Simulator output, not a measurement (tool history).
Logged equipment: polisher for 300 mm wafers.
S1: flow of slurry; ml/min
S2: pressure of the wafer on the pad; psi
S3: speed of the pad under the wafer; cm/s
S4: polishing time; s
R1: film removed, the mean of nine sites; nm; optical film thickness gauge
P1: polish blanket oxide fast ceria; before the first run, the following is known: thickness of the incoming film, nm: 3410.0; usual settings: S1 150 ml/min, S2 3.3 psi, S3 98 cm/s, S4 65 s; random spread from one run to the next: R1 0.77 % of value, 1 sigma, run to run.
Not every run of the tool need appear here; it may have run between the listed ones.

| run | hour | S1 | S2 | S3 | S4 | R1 |
|---|---|---|---|---|---|---|
| 1 | 10.6 | 150 | 3.3 | 98 | 65 | 1368.6 |
| 2 | 23.6 | 90 | 3.3 | 98 | 65 | 1248.7 |
| 3 | 35.6 | 150 | 3.3 | 98 | 103 | 2201.2 |
| 4 | 47.8 | 150 | 3.3 | 142 | 34 | 1067.3 |
| 5 | 55.5 | 150 | 3.3 | 152 | 65 | 2167.6 |
| 6 | 65.3 | 150 | 5.3 | 98 | 65 | 2189.3 |
| 7 | 79.3 | 150 | 3.3 | 98 | 65 | 1390.7 |
|  | 93.6 | head pressure recalibrated |
| 8 | 94.6 | 220 | 3.3 | 98 | 65 | 1472.5 |
| 9 | 101.6 | 150 | 1.5 | 98 | 65 | 630.61 |
|  | 104.4 | slurry nozzle cleaned |
| 10 | 109.5 | 150 | 4.5 | 98 | 95 | 2773.7 |
| 11 | 124.9 | 150 | 3.3 | 98 | 65 | 1396.6 |
| 12 | 135 | 110 | 3.3 | 132 | 65 | 1765.9 |
| 13 | 148.9 | 150 | 3.3 | 70 | 65 | 1001.3 |
| 14 | 158 | 150 | 3.3 | 98 | 65 | 1385.1 |
| 15 | 167.5 | 150 | 3.3 | 98 | 65 | 1404 |
| 16 | 180.3 | 150 | 3.3 | 98 | 39 | 841.08 |
| 17 | 195.9 | 150 | 3.3 | 98 | 65 | 1385.5 |
| 18 | 209.5 | 150 | 3.3 | 98 | 65 | 1344 |
| 19 | 223.8 | 150 | 3.3 | 98 | 65 | 1296 |
| 20 | 234.5 | 150 | 3.3 | 98 | 65 | 1291.7 |
|  | 246.9 | worn pad replaced by a new one |
| 21 | 246.9 | 150 | 3.3 | 98 | 65 | 1285.2 |
| 22 | 255.5 | 150 | 3.3 | 98 | 65 | 1269.5 |
| 23 | 268.3 | 150 | 3.3 | 98 | 65 | 1255.3 |
| 24 | 283.4 | 150 | 3.3 | 98 | 65 | 1255.5 |
| 25 | 292.4 | 150 | 3.3 | 98 | 65 | 1273.5 |
| 26 | 300.5 | 150 | 3.3 | 98 | 65 | 1259.4 |

Run 27 is up next; what results do you expect?
| 27 | 307.3 | 150 | 3.3 | 98 | 65 | ? |

{"run 27": {"R1": 1264.2}}
